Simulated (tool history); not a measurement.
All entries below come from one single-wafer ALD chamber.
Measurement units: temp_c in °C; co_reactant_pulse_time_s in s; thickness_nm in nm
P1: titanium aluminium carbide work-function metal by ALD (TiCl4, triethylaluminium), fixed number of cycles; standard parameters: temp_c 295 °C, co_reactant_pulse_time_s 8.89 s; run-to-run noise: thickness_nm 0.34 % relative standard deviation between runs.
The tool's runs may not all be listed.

run,hour,temp_c,co_reactant_pulse_time_s,thickness_nm
1,14.6,295,8.89,1.8636
2,24.5,295,8.89,1.8787
3,33.3,295,13.12,1.9485
4,42.3,271,8.89,1.6739
5,49.2,311,8.89,2.0152
6,59.2,277,6.32,1.6079
7,67.5,295,3.95,1.4773
8,74.9,273,14.09,1.7748
9,86.9,295,8.89,1.8742
10,98.5,295,8.89,1.8877
11,105.6,295,8.89,1.8896
12,116.6,295,8.89,1.8709
# hour 117.7: thermocouple changed; heater temperature recalibrated
13,131.5,295,8.89,1.8824
14,138.1,295,8.89,1.8693
15,145.9,295,8.89,1.8543
16,158.4,295,8.89,1.8419
17,170,295,8.89,1.8441
18,184,295,8.89,1.8455
19,191.7,295,8.89,1.8458
20,204.2,295,8.89,1.8588

The output of P1 has drifted from where it used to be. Each of the 2 causes below, taken at the size shown beside it, accounts for the log equally well:
A: triethylaluminium dose below that of a fresh bottle (%) = 11
B: wafer temperature below the value expected at the setpoint (K) = 4.44
Onset of the creep was near hour 131.5.

Below are 4 check runs, each on a single wafer, with their results shown as question marks. Which of them would tell the listed causes apart, meaning the causes would give clearly different results under it?
check 1,216.7,276,8.89,?
check 2,216.7,286,8.89,?
check 3,216.7,273,8.89,?
check 4,216.7,295,4.68,?

What every check run would give for each of its results, assuming each possible cause in turn:
check,result,if A,if B
check 1,thickness_nm,1.6888,1.6865
check 2,thickness_nm,1.7692,1.7681
check 3,thickness_nm,1.6649,1.6622
check 4,thickness_nm,1.5022,1.5475
How far apart the two closest causes lie, in the result that separates them most: check 1 0.14 %; check 2 0.06 %; check 3 0.16 %; check 4 2.97 %
The causes can be told apart only by check 4. The other checks would give nearly the same results under each of them.

Then check 4 was run and gave: thickness_nm 1.5456 nm. Which cause is it?

It is B: wafer temperature below the value expected at the setpoint (K).
